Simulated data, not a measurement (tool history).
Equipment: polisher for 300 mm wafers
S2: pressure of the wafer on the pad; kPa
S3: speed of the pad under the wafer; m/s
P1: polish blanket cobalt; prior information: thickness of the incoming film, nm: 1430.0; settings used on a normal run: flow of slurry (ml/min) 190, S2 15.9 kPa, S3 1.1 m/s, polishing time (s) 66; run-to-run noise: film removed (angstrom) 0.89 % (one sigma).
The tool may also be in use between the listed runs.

run 1 day=0.271 | flow_of_slurry_(ml/min)=190 S2=15.9 S3=1.1 polishing_time_(s)=66 | film_removed_(angstrom)=3625.9
run 2 day=0.504 | flow_of_slurry_(ml/min)=190 S2=15.9 S3=1.1 polishing_time_(s)=66 | film_removed_(angstrom)=3515.8
run 3 day=0.779 | flow_of_slurry_(ml/min)=115 S2=15.9 S3=1.1 polishing_time_(s)=66 | film_removed_(angstrom)=3257.7
run 4 day=0.992 | flow_of_slurry_(ml/min)=190 S2=15.9 S3=1.1 polishing_time_(s)=35 | film_removed_(angstrom)=1874.7
run 5 day=1.217 | flow_of_slurry_(ml/min)=190 S2=15.9 S3=1.1 polishing_time_(s)=66 | film_removed_(angstrom)=3576.7
run 6 day=1.454 | flow_of_slurry_(ml/min)=190 S2=15.9 S3=1.1 polishing_time_(s)=105 | film_removed_(angstrom)=5590.5
run 7 day=1.721 | flow_of_slurry_(ml/min)=190 S2=15.9 S3=0.5 polishing_time_(s)=66 | film_removed_(angstrom)=1626.1
run 8 day=1.917 | flow_of_slurry_(ml/min)=190 S2=15.9 S3=1.54 polishing_time_(s)=66 | film_removed_(angstrom)=4934.7
run 9 day=2.192 | flow_of_slurry_(ml/min)=190 S2=15.9 S3=1.1 polishing_time_(s)=66 | film_removed_(angstrom)=3533.2
run 10 day=2.338 | flow_of_slurry_(ml/min)=285 S2=15.9 S3=1.1 polishing_time_(s)=66 | film_removed_(angstrom)=3728.3
run 11 day=2.479 | flow_of_slurry_(ml/min)=190 S2=9 S3=1.1 polishing_time_(s)=66 | film_removed_(angstrom)=2022.6
run 12 day=2.667 | flow_of_slurry_(ml/min)=190 S2=15.9 S3=1.1 polishing_time_(s)=66 | film_removed_(angstrom)=3532.1
run 13 day=2.842 | flow_of_slurry_(ml/min)=190 S2=15.9 S3=1.1 polishing_time_(s)=66 | film_removed_(angstrom)=3547.8
run 14 day=3.092 | flow_of_slurry_(ml/min)=190 S2=23.4 S3=1.1 polishing_time_(s)=66 | film_removed_(angstrom)=5233.6
run 15 day=3.304 | flow_of_slurry_(ml/min)=115 S2=15.9 S3=0.84 polishing_time_(s)=66 | film_removed_(angstrom)=2485.7
run 16 day=3.583 | flow_of_slurry_(ml/min)=190 S2=15.9 S3=1.1 polishing_time_(s)=66 | film_removed_(angstrom)=3547.7
run 17 day=3.746 | flow_of_slurry_(ml/min)=190 S2=15.9 S3=1.1 polishing_time_(s)=66 | film_removed_(angstrom)=3497.2
run 18 day=4.012 | flow_of_slurry_(ml/min)=190 S2=15.9 S3=1.1 polishing_time_(s)=66 | film_removed_(angstrom)=3423.2
run 19 day=4.142 | flow_of_slurry_(ml/min)=190 S2=15.9 S3=1.1 polishing_time_(s)=66 | film_removed_(angstrom)=3475.4
run 20 day=4.388 | flow_of_slurry_(ml/min)=190 S2=15.9 S3=1.1 polishing_time_(s)=66 | film_removed_(angstrom)=3414.3
run 21 day=4.646 | flow_of_slurry_(ml/min)=190 S2=15.9 S3=1.1 polishing_time_(s)=66 | film_removed_(angstrom)=3300.9
-- day=4.85 worn pad replaced by a new one
run 22 day=4.929 | flow_of_slurry_(ml/min)=190 S2=15.9 S3=1.1 polishing_time_(s)=66 | film_removed_(angstrom)=3408.5
run 23 day=5.117 | flow_of_slurry_(ml/min)=190 S2=15.9 S3=1.1 polishing_time_(s)=66 | film_removed_(angstrom)=3376.1
run 24 day=5.383 | flow_of_slurry_(ml/min)=190 S2=15.9 S3=1.1 polishing_time_(s)=66 | film_removed_(angstrom)=3320
run 25 day=5.608 | flow_of_slurry_(ml/min)=190 S2=15.9 S3=1.1 polishing_time_(s)=66 | film_removed_(angstrom)=3346.1
run 26 day=5.842 | flow_of_slurry_(ml/min)=190 S2=15.9 S3=1.1 polishing_time_(s)=66 | film_removed_(angstrom)=3287.7

Something has made what P1 gives creep away from where it was; the 2 causes below, each at its own stated size, fit the log equally well:
A: slurry flow missing at the pad, % = 32.1
B: head's pressure below its setpoint, % = 6.22
The gradual shift began around day 3.583.
Other possible causes, and why each is ruled out:
removal rate lost through wear of the pad, %: serviced at day 4.85, after the change had begun; the process did not return to its earlier output

The 4 check runs listed below each average the results of 3 wafers, and their outcomes are marked with question marks. Under which run would the listed causes produce clearly different results?
run check 1 day=6.075 | flow_of_slurry_(ml/min)=190 S2=15.9 S3=0.62 polishing_time_(s)=94 | film_removed_(angstrom)=?
run check 2 day=6.075 | flow_of_slurry_(ml/min)=190 S2=11.7 S3=0.56 polishing_time_(s)=66 | film_removed_(angstrom)=?
run check 3 day=6.075 | flow_of_slurry_(ml/min)=190 S2=23.4 S3=1.1 polishing_time_(s)=43 | film_removed_(angstrom)=?
run check 4 day=6.075 | flow_of_slurry_(ml/min)=115 S2=15.9 S3=1.36 polishing_time_(s)=66 | film_removed_(angstrom)=?

What every check run would give for each of its results, assuming each possible cause in turn:
check=check_1 result=film_removed_(angstrom) if_A=2675.9 if_B=2676
check=check_2 result=film_removed_(angstrom) if_A=1254.3 if_B=1254.4
check=check_3 result=film_removed_(angstrom) if_A=3210.4 if_B=3210.6
check=check_4 result=film_removed_(angstrom) if_A=3636.8 if_B=3773.5
How far apart the two closest causes lie, in the result that separates them most: check 1 0.01 %; check 2 0.01 %; check 3 0.01 %; check 4 3.69 %
The other checks would show nearly matching results whichever cause is true, so check 4 is the only one that separates the causes.

Then check 4 was run and gave: film removed (angstrom) 3652.7. Which cause is it?

The cause is A: slurry flow missing at the pad, %.
